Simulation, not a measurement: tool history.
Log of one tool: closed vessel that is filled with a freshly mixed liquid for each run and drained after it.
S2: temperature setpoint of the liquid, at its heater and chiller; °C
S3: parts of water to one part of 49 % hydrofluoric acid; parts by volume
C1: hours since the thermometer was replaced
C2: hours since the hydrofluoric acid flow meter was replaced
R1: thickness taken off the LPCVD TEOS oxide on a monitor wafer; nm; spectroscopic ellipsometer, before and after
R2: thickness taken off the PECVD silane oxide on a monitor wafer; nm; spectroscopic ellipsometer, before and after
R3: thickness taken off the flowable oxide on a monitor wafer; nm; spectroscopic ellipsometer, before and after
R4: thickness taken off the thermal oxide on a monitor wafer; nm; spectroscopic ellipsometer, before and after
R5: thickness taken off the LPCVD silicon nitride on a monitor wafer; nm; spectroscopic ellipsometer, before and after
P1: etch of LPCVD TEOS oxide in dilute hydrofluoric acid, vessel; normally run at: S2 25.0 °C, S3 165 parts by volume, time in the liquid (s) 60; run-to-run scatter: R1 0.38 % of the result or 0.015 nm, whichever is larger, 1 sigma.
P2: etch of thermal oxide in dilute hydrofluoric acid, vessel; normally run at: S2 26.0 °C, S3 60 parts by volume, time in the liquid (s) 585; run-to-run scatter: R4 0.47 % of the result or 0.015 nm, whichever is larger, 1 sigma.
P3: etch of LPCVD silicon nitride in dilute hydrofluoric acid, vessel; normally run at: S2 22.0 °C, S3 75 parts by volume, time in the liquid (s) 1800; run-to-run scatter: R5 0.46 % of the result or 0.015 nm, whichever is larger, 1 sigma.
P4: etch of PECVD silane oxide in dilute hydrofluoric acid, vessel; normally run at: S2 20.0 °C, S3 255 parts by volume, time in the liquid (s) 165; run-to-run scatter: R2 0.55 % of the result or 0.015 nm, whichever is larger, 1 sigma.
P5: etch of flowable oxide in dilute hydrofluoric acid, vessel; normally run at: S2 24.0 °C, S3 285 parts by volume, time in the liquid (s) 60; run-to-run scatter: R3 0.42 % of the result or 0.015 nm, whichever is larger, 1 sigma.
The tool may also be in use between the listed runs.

run 1 hour=7.7 | process_that_ran=P1 S2=25.0 S3=165 time_in_the_liquid_(s)=60 | C1=273.1 C2=981.4 | R1=17.6690
run 2 hour=12.4 | process_that_ran=P4 S2=20.0 S3=40 time_in_the_liquid_(s)=165 | C1=277.8 C2=986.1 | R2=56.4080
run 3 hour=19.2 | process_that_ran=P1 S2=25.0 S3=75 time_in_the_liquid_(s)=60 | C1=284.6 C2=992.9 | R1=43.6110
run 4 hour=24.4 | process_that_ran=P1 S2=25.0 S3=165 time_in_the_liquid_(s)=105 | C1=289.8 C2=998.1 | R1=31.1030
run 5 hour=33.0 | process_that_ran=P5 S2=24.0 S3=285 time_in_the_liquid_(s)=110 | C1=298.4 C2=1006.7 | R3=13.9590
run 6 hour=39.5 | process_that_ran=P4 S2=20.0 S3=255 time_in_the_liquid_(s)=165 | C1=304.9 C2=1013.2 | R2=6.9587
run 7 hour=45.9 | process_that_ran=P4 S2=28.5 S3=255 time_in_the_liquid_(s)=165 | C1=311.3 C2=1019.6 | R2=9.4423
run 8 hour=53.7 | process_that_ran=P5 S2=24.0 S3=285 time_in_the_liquid_(s)=60 | C1=319.1 C2=1027.4 | R3=7.5916
run 9 hour=61.0 | process_that_ran=P4 S2=20.0 S3=255 time_in_the_liquid_(s)=270 | C1=326.4 C2=1034.7 | R2=11.4760
run 10 hour=65.8 | process_that_ran=P1 S2=30.0 S3=165 time_in_the_liquid_(s)=60 | C1=331.2 C2=1039.5 | R1=21.3420
run 11 hour=71.4 | process_that_ran=P1 S2=25.0 S3=165 time_in_the_liquid_(s)=30 | C1=336.8 C2=1045.1 | R1=8.8125
run 12 hour=79.1 | process_that_ran=P5 S2=24.0 S3=50 time_in_the_liquid_(s)=60 | C1=344.5 C2=1052.8 | R3=56.4450
run 13 hour=86.8 | process_that_ran=P2 S2=26.0 S3=60 time_in_the_liquid_(s)=585 | C1=352.2 C2=1060.5 | R4=52.3660
run 14 hour=94.3 | process_that_ran=P1 S2=20.0 S3=165 time_in_the_liquid_(s)=60 | C1=359.7 C2=1068.0 | R1=14.6470
run 15 hour=98.5 | process_that_ran=P2 S2=26.0 S3=110 time_in_the_liquid_(s)=585 | C1=363.9 C2=1072.2 | R4=26.7480
run 16 hour=104.8 | process_that_ran=P2 S2=26.0 S3=60 time_in_the_liquid_(s)=110 | C1=370.2 C2=1078.5 | R4=9.9306
run 17 hour=108.9 | process_that_ran=P1 S2=25.0 S3=165 time_in_the_liquid_(s)=60 | C1=374.3 C2=1082.6 | R1=17.7020
-- hour=109.4 thermometer replaced
run 18 hour=117.7 | process_that_ran=P2 S2=18.0 S3=60 time_in_the_liquid_(s)=585 | C1=8.3 C2=1091.4 | R4=37.5950
run 19 hour=125.5 | process_that_ran=P1 S2=25.0 S3=265 time_in_the_liquid_(s)=60 | C1=16.1 C2=1099.2 | R1=9.9208
run 20 hour=134.3 | process_that_ran=P3 S2=22.0 S3=20 time_in_the_liquid_(s)=1800 | C1=24.9 C2=1108.0 | R5=33.0900
run 21 hour=140.5 | process_that_ran=P1 S2=25.0 S3=165 time_in_the_liquid_(s)=60 | C1=31.1 C2=1114.2 | R1=17.6930
run 22 hour=149.0 | process_that_ran=P1 S2=25.0 S3=165 time_in_the_liquid_(s)=60 | C1=39.6 C2=1122.7 | R1=17.8070
run 23 hour=157.8 | process_that_ran=P3 S2=22.0 S3=75 time_in_the_liquid_(s)=1800 | C1=48.4 C2=1131.5 | R5=9.1766
run 24 hour=162.9 | process_that_ran=P5 S2=17.0 S3=285 time_in_the_liquid_(s)=60 | C1=53.5 C2=1136.6 | R3=5.8799
run 25 hour=170.2 | process_that_ran=P3 S2=22.0 S3=75 time_in_the_liquid_(s)=3510 | C1=60.8 C2=1143.9 | R5=17.6840
run 26 hour=175.6 | process_that_ran=P1 S2=25.0 S3=110 time_in_the_liquid_(s)=115 | C1=66.2 C2=1149.3 | R1=54.3810
run 27 hour=184.1 | process_that_ran=P3 S2=26.5 S3=75 time_in_the_liquid_(s)=1800 | C1=74.7 C2=1157.8 | R5=12.4160
run 28 hour=189.3 | process_that_ran=P4 S2=20.0 S3=255 time_in_the_liquid_(s)=165 | C1=79.9 C2=1163.0 | R2=6.9362
run 29 hour=197.8 | process_that_ran=P1 S2=25.0 S3=165 time_in_the_liquid_(s)=60 | C1=88.4 C2=1171.5 | R1=17.6710
run 30 hour=203.2 | process_that_ran=P1 S2=25.0 S3=165 time_in_the_liquid_(s)=60 | C1=93.8 C2=1176.9 | R1=17.7020
run 31 hour=211.9 | process_that_ran=P1 S2=25.0 S3=165 time_in_the_liquid_(s)=60 | C1=102.5 C2=1185.6 | R1=18.2490
run 32 hour=217.4 | process_that_ran=P1 S2=25.0 S3=165 time_in_the_liquid_(s)=60 | C1=108.0 C2=1191.1 | R1=18.4970
run 33 hour=226.6 | process_that_ran=P1 S2=25.0 S3=165 time_in_the_liquid_(s)=60 | C1=117.2 C2=1200.3 | R1=18.5920
run 34 hour=231.2 | process_that_ran=P1 S2=25.0 S3=165 time_in_the_liquid_(s)=60 | C1=121.8 C2=1204.9 | R1=18.6270
run 35 hour=240.1 | process_that_ran=P1 S2=25.0 S3=165 time_in_the_liquid_(s)=60 | C1=130.7 C2=1213.8 | R1=18.6790
run 36 hour=244.6 | process_that_ran=P1 S2=25.0 S3=165 time_in_the_liquid_(s)=60 | C1=135.2 C2=1218.3 | R1=18.8690
run 37 hour=251.9 | process_that_ran=P1 S2=25.0 S3=165 time_in_the_liquid_(s)=60 | C1=142.5 C2=1225.6 | R1=18.8390
run 38 hour=257.1 | process_that_ran=P1 S2=25.0 S3=165 time_in_the_liquid_(s)=60 | C1=147.7 C2=1230.8 | R1=18.8920

What P1 gives has crept away from where it was. These 2 causes fit the log equally well, each at the size given:
A: liquid hotter than its thermometer reads (K) = 1.61
B: hydrofluoric acid flow above the setpoint (%) = 5.16
The creep began at about hour 203.2.

4 check runs are offered, one wafer each, their results left as question marks. Which one tells the causes apart?
run check 1 hour=262.3 | process_that_ran=P2 S2=21.0 S3=105 time_in_the_liquid_(s)=585 | R4=?
run check 2 hour=262.3 | process_that_ran=P5 S2=24.0 S3=105 time_in_the_liquid_(s)=60 | R3=?
run check 3 hour=262.3 | process_that_ran=P3 S2=22.0 S3=40 time_in_the_liquid_(s)=1800 | R5=?
run check 4 hour=262.3 | process_that_ran=P4 S2=23.0 S3=80 time_in_the_liquid_(s)=165 | R2=?

What each check would give under each cause:
check=check_1 result=R4 if_A=24.6900 if_B=24.4770
check=check_2 result=R3 if_A=26.7490 if_B=26.5760
check=check_3 result=R5 if_A=18.8910 if_B=17.7680
check=check_4 result=R2 if_A=32.1630 if_B=31.8560
How far apart the two closest causes lie, in the result that separates them most: check 1 0.87 %; check 2 0.65 %; check 3 6.13 %; check 4 0.96 %
Check 3 tells the causes apart: in the others they would give nearly the same result.

Check 3 was then run and gave: R5 17.8300 nm. Which cause is it?

It is B: hydrofluoric acid flow above the setpoint (%).

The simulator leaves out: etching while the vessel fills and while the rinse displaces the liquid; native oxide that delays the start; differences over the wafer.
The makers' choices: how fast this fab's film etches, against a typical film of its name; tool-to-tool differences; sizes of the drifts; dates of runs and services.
